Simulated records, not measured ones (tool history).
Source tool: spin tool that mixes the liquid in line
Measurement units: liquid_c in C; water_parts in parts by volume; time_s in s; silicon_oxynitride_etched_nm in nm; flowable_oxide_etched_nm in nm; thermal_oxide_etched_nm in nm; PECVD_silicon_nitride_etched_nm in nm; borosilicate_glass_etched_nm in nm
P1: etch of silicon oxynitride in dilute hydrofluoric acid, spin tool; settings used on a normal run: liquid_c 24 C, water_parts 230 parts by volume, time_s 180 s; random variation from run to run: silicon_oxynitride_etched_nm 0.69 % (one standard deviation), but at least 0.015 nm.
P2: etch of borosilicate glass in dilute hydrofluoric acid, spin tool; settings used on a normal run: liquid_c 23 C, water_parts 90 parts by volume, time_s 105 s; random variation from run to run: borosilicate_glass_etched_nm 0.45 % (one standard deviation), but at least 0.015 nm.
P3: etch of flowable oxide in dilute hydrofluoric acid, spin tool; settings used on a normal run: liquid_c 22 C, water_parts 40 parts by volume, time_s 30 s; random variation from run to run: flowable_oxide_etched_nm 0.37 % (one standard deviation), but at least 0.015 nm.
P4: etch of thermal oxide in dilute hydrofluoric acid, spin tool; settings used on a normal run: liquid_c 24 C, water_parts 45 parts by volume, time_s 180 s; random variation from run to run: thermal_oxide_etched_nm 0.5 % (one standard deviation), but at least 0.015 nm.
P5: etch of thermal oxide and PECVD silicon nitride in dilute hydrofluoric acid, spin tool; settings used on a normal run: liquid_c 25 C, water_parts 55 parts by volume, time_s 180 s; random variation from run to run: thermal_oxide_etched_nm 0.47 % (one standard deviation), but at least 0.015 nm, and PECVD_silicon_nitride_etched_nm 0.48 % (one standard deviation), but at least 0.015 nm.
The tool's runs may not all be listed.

| run | day | process | liquid_c | water_parts | time_s | hours since the thermometer was replaced | hours since the hydrofluoric acid flow meter was replaced | silicon_oxynitride_etched_nm | flowable_oxide_etched_nm | thermal_oxide_etched_nm | PECVD_silicon_nitride_etched_nm | borosilicate_glass_etched_nm |
|---|---|---|---|---|---|---|---|---|---|---|---|---|
| 1 | 0.438 | P1 | 24 | 230 | 180 | 582.6 | 672.9 | 3.326 |  |  |  |  |
| 2 | 0.767 | P1 | 24 | 230 | 350 | 590.5 | 680.8 | 6.4944 |  |  |  |  |
| 3 | 1.054 | P3 | 17 | 40 | 30 | 597.4 | 687.7 |  | 19.225 |  |  |  |
| 4 | 1.412 | P5 | 25 | 55 | 180 | 606 | 696.3 |  |  | 18.368 | 18.007 |  |
| 5 | 1.633 | P1 | 17 | 230 | 180 | 611.3 | 701.6 | 2.4088 |  |  |  |  |
| 6 | 1.871 | P3 | 22 | 40 | 15 | 617 | 707.3 |  | 11.937 |  |  |  |
| 7 | 2.158 | P1 | 20 | 315 | 180 | 623.9 | 714.2 | 1.9515 |  |  |  |  |
| 8 | 2.538 | P1 | 29.5 | 230 | 90 | 633 | 723.3 | 2.0868 |  |  |  |  |
| 9 | 3.025 | P1 | 24 | 335 | 180 | 644.7 | 735 | 2.1086 |  |  |  |  |
| 10 | 3.371 | P2 | 17 | 90 | 105 | 653 | 743.3 |  |  |  |  | 18.389 |
| 11 | 3.617 | P1 | 28.5 | 230 | 180 | 658.9 | 749.2 | 4.0193 |  |  |  |  |
| 12 | 3.879 | P1 | 24 | 230 | 180 | 665.2 | 755.5 | 3.3367 |  |  |  |  |
| 13 | 4.096 | P1 | 24 | 230 | 25 | 670.4 | 760.7 | 0.47179 |  |  |  |  |
| 14 | 4.312 | P1 | 24 | 230 | 180 | 675.6 | 765.9 | 3.307 |  |  |  |  |
| 15 | 4.583 | P1 | 24 | 135 | 180 | 682.1 | 772.4 | 6.0301 |  |  |  |  |
| 16 | 5.025 | P4 | 32 | 45 | 180 | 692.7 | 783 |  |  | 29.34 |  |  |
| 17 | 5.246 | P5 | 25 | 55 | 360 | 698 | 788.3 |  |  | 36.627 | 35.94 |  |
| 18 | 5.521 | P4 | 24 | 45 | 180 | 704.6 | 794.9 |  |  | 21.178 |  |  |
| 19 | 5.883 | P3 | 22 | 55 | 30 | 713.3 | 803.6 |  | 17.052 |  |  |  |
| 20 | 6.192 | P2 | 23 | 90 | 15 | 720.7 | 811 |  |  |  |  | 3.3663 |
| 21 | 6.642 | P3 | 22 | 40 | 30 | 731.5 | 821.8 |  | 23.919 |  |  |  |
| 22 | 6.867 | P4 | 24 | 45 | 285 | 736.9 | 827.2 |  |  | 33.698 |  |  |
| 23 | 7.1 | P2 | 23 | 40 | 105 | 742.5 | 832.8 |  |  |  |  | 56.696 |
| 24 | 7.396 | P5 | 32.5 | 55 | 180 | 749.6 | 839.9 |  |  | 24.611 | 29.347 |  |
| 25 | 7.817 | P2 | 23 | 90 | 105 | 759.7 | 850 |  |  |  |  | 23.564 |
| 26 | 8.3 | P5 | 25 | 20 | 180 | 771.3 | 861.6 |  |  | 52.795 | 47.513 |  |
| 27 | 8.758 | P1 | 24 | 230 | 180 | 782.3 | 872.6 | 3.259 |  |  |  |  |
| 28 | 9.121 | P2 | 23 | 90 | 105 | 791 | 881.3 |  |  |  |  | 23.646 |
| 29 | 9.558 | P4 | 24 | 20 | 180 | 801.5 | 891.8 |  |  | 49.449 |  |  |
| 30 | 9.808 | P1 | 24 | 230 | 180 | 807.5 | 897.8 | 3.3139 |  |  |  |  |
| 31 | 10.138 | P1 | 24 | 230 | 180 | 815.4 | 905.7 | 3.1985 |  |  |  |  |
| 32 | 10.588 | P1 | 24 | 230 | 180 | 826.2 | 916.5 | 3.2291 |  |  |  |  |
| 33 | 10.942 | P1 | 24 | 230 | 180 | 834.7 | 925 | 3.1404 |  |  |  |  |
| 34 | 11.292 | P1 | 24 | 230 | 180 | 843.1 | 933.4 | 3.1484 |  |  |  |  |

The next listed run, before its measurement:
| 35 | 11.733 | P1 | 24 | 230 | 180 | 853.7 | 944 | ? |  |  |  |  |

silicon_oxynitride_etched_nm: 3.0767 nm

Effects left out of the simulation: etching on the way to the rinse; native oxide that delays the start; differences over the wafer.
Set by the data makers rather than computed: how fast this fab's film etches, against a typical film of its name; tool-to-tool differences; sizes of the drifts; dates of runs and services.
